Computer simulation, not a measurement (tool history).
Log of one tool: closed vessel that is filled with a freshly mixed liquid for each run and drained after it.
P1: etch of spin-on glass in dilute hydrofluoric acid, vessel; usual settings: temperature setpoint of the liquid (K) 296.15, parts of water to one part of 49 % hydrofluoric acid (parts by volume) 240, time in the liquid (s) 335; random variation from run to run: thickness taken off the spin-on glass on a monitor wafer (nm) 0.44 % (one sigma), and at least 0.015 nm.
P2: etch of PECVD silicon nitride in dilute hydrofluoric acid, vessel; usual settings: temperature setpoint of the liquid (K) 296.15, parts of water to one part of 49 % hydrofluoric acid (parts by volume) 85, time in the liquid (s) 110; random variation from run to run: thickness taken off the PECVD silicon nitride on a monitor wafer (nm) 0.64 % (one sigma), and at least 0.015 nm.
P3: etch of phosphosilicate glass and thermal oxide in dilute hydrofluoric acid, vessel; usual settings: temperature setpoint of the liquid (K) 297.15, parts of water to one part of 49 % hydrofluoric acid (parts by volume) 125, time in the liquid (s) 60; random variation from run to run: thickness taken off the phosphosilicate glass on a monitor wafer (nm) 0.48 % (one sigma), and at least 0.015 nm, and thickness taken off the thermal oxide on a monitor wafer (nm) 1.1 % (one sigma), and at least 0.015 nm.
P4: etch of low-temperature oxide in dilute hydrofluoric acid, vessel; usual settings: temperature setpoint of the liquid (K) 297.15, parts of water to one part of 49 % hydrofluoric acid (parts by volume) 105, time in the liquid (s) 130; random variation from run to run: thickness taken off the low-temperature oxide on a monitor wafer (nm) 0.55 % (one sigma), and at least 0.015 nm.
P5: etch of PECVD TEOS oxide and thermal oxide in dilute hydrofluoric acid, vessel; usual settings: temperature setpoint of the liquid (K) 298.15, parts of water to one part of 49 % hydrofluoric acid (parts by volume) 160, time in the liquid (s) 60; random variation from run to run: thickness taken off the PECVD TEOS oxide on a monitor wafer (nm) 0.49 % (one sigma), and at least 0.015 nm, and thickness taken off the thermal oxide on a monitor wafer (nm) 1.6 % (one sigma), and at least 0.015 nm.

run	day	process that ran	temperature setpoint of the liquid (K)	parts of water to one part of 49 % hydrofluoric acid (parts by volume)	time in the liquid (s)	hours since the thermometer was replaced	hours since the hydrofluoric acid flow meter was replaced	thickness taken off the spin-on glass on a monitor wafer (nm)	thickness taken off the PECVD silicon nitride on a monitor wafer (nm)	thickness taken off the phosphosilicate glass on a monitor wafer (nm)	thickness taken off the thermal oxide on a monitor wafer (nm)	thickness taken off the low-temperature oxide on a monitor wafer (nm)	thickness taken off the PECVD TEOS oxide on a monitor wafer (nm)
1	0.254	P1	296.15	240	335	560.9	146.6	29.961					
2	0.512	P1	304.15	240	335	567.1	152.8	39.645					
3	0.888	P2	296.15	85	110	576.1	161.8		4.8107				
4	1.150	P1	296.15	115	335	582.4	168.1	72.053					
5	1.488	P1	296.15	240	135	590.5	176.2	12.156					
6	1.917	P1	296.15	240	505	600.8	186.5	45.192					
7	2.262	P3	297.15	125	60	609.1	194.8			75.753	2.22670		
8	2.712	P4	297.15	105	215	619.9	205.6					70.800	
9	2.971	P4	297.15	50	130	626.1	211.8					96.177	
10	3.271	P3	297.15	125	30	633.3	219.0			37.801	1.13760		
11	3.708	P1	296.15	240	335	643.8	229.5	30.070					
12	4.017	P1	296.15	350	335	651.2	236.9	18.538					
13	4.425	P1	296.15	240	335	661.0	246.7	29.686					
14	4.717	P5	298.15	160	60	668.0	253.7				1.64300		6.2586
15	5.129	P2	296.15	85	40	677.9	263.6		1.7716				
16	5.500	P2	290.15	85	110	686.8	272.5		3.1342				
17	5.862	P1	300.15	425	335	695.5	281.2	16.147					
18	6.112	P1	290.15	240	335	701.5	287.2	24.079					
19	6.538	P3	297.15	220	60	711.7	297.4			38.823	1.12760		
20	6.767	P2	296.15	115	110	717.2	302.9		3.5152				
21	6.988	P4	297.15	105	130	722.5	308.2					42.268	
22	7.400	P3	303.15	125	60	732.4	318.1			94.590	2.77510		
23	7.829	P5	290.15	160	60	742.7	328.4				1.16400		4.5357
24	8.054	P5	298.15	65	60	748.1	333.8				4.49800		17.0390
25	8.483	P1	296.15	240	335	758.4	344.1	30.046					
26	8.854	P2	296.15	85	110	767.3	353.0		4.7388				
27	9.112	P1	296.15	240	335	773.5	359.2	29.959					
28	9.450	P5	298.15	160	30	781.6	367.3				0.82475		3.0698
29	9.925	P4	290.15	105	130	793.0	378.7					32.291	
30	10.142	P1	296.15	240	335	798.2	383.9	30.296					
31	10.367	P1	296.15	240	335	803.6	389.3	29.695					
32	10.800	P1	296.15	240	335	814.0	399.7	29.114					
33	11.262	P1	296.15	240	335	825.1	410.8	28.779					
34	11.625	P1	296.15	240	335	833.8	419.5	28.336					
35	12.071	P1	296.15	240	335	844.5	430.2	28.584					
36	12.462	P1	296.15	240	335	853.9	439.6	28.410					
37	12.679	P1	296.15	240	335	859.1	444.8	28.548					
38	13.138	P1	296.15	240	335	870.1	455.8	28.520					
39	13.558	P1	296.15	240	335	880.2	465.9	28.343					

What P1 gives has crept away from where it was. These 2 causes fit the log equally well, each at the size given:
A: liquid colder than its thermometer reads (K) = 1.48
B: hydrofluoric acid flow below the setpoint (%) = 4.26
The creep began at about day 10.142.

4 check runs are offered, one wafer each, their results left as question marks. Which one tells the causes apart?
check 1	13.979	P5	298.15	160	60						?		?
check 2	13.979	P3	297.15	125	60					?	?		
check 3	13.979	P4	297.15	105	130							?	
check 4	13.979	P2	296.15	85	110				?				

What each check would give under each cause:
check	result	if A	if B
check 1	thickness taken off the thermal oxide on a monitor wafer (nm)	1.54150	1.54810
check 1	thickness taken off the PECVD TEOS oxide on a monitor wafer (nm)	5.8736	5.8990
check 2	thickness taken off the phosphosilicate glass on a monitor wafer (nm)	71.402	71.970
check 2	thickness taken off the thermal oxide on a monitor wafer (nm)	2.09620	2.11290
check 3	thickness taken off the low-temperature oxide on a monitor wafer (nm)	40.393	40.784
check 4	thickness taken off the PECVD silicon nitride on a monitor wafer (nm)	4.3452	4.5990
How far apart the two closest causes lie, in the result that separates them most: check 1 0.43 %; check 2 0.79 %; check 3 0.96 %; check 4 5.68 %
Check 4 tells the causes apart: in the others they would give nearly the same result.

Check 4 was then run and gave: thickness taken off the PECVD silicon nitride on a monitor wafer (nm) 4.3385. Which cause is it?

It is A: liquid colder than its thermometer reads (K).
